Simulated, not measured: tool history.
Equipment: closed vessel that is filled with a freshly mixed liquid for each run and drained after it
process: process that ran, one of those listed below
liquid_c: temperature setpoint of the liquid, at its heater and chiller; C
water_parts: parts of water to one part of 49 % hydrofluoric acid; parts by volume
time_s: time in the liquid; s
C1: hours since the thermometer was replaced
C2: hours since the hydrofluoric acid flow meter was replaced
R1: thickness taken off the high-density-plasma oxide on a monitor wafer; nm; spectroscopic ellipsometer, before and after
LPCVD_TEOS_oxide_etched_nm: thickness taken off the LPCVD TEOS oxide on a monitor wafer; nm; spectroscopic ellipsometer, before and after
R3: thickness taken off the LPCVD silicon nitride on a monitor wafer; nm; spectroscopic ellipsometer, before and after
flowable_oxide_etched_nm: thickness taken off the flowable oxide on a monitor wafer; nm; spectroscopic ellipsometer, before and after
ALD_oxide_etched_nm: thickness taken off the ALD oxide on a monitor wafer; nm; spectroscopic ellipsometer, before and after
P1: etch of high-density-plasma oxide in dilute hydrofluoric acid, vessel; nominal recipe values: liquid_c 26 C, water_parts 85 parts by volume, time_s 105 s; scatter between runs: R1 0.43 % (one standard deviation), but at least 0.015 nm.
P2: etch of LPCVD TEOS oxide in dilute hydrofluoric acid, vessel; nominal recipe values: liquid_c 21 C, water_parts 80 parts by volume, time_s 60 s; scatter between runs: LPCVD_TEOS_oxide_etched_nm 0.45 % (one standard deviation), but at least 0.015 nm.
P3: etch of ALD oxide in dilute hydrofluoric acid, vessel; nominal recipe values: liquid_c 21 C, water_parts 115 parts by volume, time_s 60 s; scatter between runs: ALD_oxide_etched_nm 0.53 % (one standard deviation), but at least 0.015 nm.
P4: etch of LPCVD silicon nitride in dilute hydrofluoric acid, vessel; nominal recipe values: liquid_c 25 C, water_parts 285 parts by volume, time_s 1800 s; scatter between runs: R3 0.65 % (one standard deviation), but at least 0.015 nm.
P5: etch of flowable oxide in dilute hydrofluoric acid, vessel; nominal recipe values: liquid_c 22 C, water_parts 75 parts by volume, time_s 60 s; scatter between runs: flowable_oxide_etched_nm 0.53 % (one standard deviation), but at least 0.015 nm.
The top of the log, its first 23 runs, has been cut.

{"run": 24, "hour": 259.8, "process": "P3", "liquid_c": 21, "water_parts": 115, "time_s": 60, "C1": 15.4, "C2": 1318.1, "ALD_oxide_etched_nm": 10.523}
{"run": 25, "hour": 268.4, "process": "P1", "liquid_c": 19, "water_parts": 85, "time_s": 105, "C1": 24, "C2": 1326.7, "R1": 11.136}
{"run": 26, "hour": 274.7, "process": "P3", "liquid_c": 21, "water_parts": 190, "time_s": 60, "C1": 30.3, "C2": 1333, "ALD_oxide_etched_nm": 5.8671}
{"run": 27, "hour": 284.3, "process": "P1", "liquid_c": 26, "water_parts": 85, "time_s": 105, "C1": 39.9, "C2": 1342.6, "R1": 14.816}
{"run": 28, "hour": 293.1, "process": "P5", "liquid_c": 22, "water_parts": 75, "time_s": 60, "C1": 48.7, "C2": 1351.4, "flowable_oxide_etched_nm": 28.061}
{"run": 29, "hour": 299.9, "process": "P1", "liquid_c": 26, "water_parts": 50, "time_s": 105, "C1": 55.5, "C2": 1358.2, "R1": 26.431}
{"run": 30, "hour": 308.2, "process": "P1", "liquid_c": 31.5, "water_parts": 85, "time_s": 105, "C1": 63.8, "C2": 1366.5, "R1": 18.291}
{"run": 31, "hour": 322.8, "process": "P5", "liquid_c": 22, "water_parts": 75, "time_s": 95, "C1": 78.4, "C2": 1381.1, "flowable_oxide_etched_nm": 44.57}
{"run": 32, "hour": 331.4, "process": "P1", "liquid_c": 26, "water_parts": 85, "time_s": 105, "C1": 87, "C2": 1389.7, "R1": 14.887}
{"run": 33, "hour": 345.8, "process": "P1", "liquid_c": 26, "water_parts": 85, "time_s": 105, "C1": 101.4, "C2": 1404.1, "R1": 14.216}

What does the tool deliver on the next run?
{"run": 34, "hour": 357.5, "process": "P1", "liquid_c": 26, "water_parts": 85, "time_s": 105, "C1": 113.1, "C2": 1415.8, "R1": "?"}

R1: 14.017 nm

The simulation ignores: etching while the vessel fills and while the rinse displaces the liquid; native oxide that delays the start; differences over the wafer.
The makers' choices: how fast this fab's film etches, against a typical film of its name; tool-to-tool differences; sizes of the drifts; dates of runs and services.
